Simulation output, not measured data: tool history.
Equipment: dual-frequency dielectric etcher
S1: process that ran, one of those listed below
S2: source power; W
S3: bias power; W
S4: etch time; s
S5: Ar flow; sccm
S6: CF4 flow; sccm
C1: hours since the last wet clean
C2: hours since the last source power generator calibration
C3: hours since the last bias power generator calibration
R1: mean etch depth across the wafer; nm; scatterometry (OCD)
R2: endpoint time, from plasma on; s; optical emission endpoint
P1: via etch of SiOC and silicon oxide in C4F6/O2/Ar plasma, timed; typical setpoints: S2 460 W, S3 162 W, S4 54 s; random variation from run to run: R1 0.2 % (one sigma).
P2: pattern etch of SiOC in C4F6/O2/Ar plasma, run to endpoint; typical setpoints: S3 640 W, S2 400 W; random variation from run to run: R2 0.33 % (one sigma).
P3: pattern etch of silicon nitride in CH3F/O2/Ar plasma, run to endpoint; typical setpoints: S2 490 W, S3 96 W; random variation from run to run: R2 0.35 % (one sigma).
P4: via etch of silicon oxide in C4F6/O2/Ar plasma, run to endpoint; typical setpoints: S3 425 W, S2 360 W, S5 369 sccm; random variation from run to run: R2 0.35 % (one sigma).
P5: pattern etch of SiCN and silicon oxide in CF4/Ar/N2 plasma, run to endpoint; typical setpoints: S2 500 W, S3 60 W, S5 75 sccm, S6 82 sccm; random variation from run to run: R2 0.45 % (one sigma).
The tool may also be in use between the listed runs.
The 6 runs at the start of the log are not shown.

{"run": 7, "hour": 48.6, "S1": "P5", "S2": 500, "S3": 35, "S5": 75, "S6": 82, "C1": 201.9, "C2": 1885.5, "C3": 16.3, "R2": 12.799}
{"run": 8, "hour": 57.3, "S1": "P1", "S2": 270, "S3": 162, "S4": 54, "C1": 210.6, "C2": 1894.2, "C3": 25, "R1": 49.126}
{"run": 9, "hour": 62.4, "S1": "P1", "S2": 460, "S3": 162, "S4": 54, "C1": 215.7, "C2": 1899.3, "C3": 30.1, "R1": 60.5}
{"run": 10, "hour": 69.8, "S1": "P5", "S2": 500, "S3": 60, "S5": 75, "S6": 56, "C1": 223.1, "C2": 1906.7, "C3": 37.5, "R2": 11.583}
{"run": 11, "hour": 75.7, "S1": "P3", "S2": 490, "S3": 96, "C1": 229, "C2": 1912.6, "C3": 43.4, "R2": 58.67}
{"run": 12, "hour": 79.6, "S1": "P1", "S2": 350, "S3": 129, "S4": 54, "C1": 232.9, "C2": 1916.5, "C3": 47.3, "R1": 50.791}
{"run": 13, "hour": 88.4, "S1": "P4", "S2": 360, "S3": 425, "S5": 215, "C1": 241.7, "C2": 1925.3, "C3": 56.1, "R2": 26.045}
{"run": 14, "hour": 93.8, "S1": "P1", "S2": 460, "S3": 162, "S4": 54, "C1": 247.1, "C2": 1930.7, "C3": 61.5, "R1": 60.331}
{"run": 15, "hour": 102.5, "S1": "P5", "S2": 500, "S3": 60, "S5": 99, "S6": 82, "C1": 255.8, "C2": 1939.4, "C3": 70.2, "R2": 11.538}
{"run": 16, "hour": 108.0, "S1": "P1", "S2": 460, "S3": 96, "S4": 54, "C1": 261.3, "C2": 1944.9, "C3": 75.7, "R1": 51.806}
{"run": 17, "hour": 115.1, "S1": "P1", "S2": 460, "S3": 204, "S4": 54, "C1": 268.4, "C2": 1952, "C3": 82.8, "R1": 64.912}
{"run": 18, "hour": 123.3, "S1": "P5", "S2": 500, "S3": 60, "S5": 75, "S6": 82, "C1": 276.6, "C2": 1960.2, "C3": 91, "R2": 11.093}
{"run": 19, "hour": 128.5, "S1": "P3", "S2": 390, "S3": 96, "C1": 281.8, "C2": 1965.4, "C3": 96.2, "R2": 64.032}
{"run": 20, "hour": 135.0, "S1": "P4", "S2": 360, "S3": 253, "S5": 369, "C1": 288.3, "C2": 1971.9, "C3": 102.7, "R2": 33.261}
{"run": 21, "hour": 143.0, "S1": "P1", "S2": 460, "S3": 162, "S4": 34.5, "C1": 296.3, "C2": 1979.9, "C3": 110.7, "R1": 38.583}
{"run": 22, "hour": 152.0, "S1": "P1", "S2": 460, "S3": 162, "S4": 77, "C1": 305.3, "C2": 1988.9, "C3": 119.7, "R1": 86.175}

Predict the results of run 23:
{"run": 23, "hour": 156.8, "S1": "P4", "S2": 500, "S3": 425, "S5": 369, "C1": 310.1, "C2": 1993.7, "C3": 124.5, "R2": "?"}

{"run 23": {"R2": 24.464}}
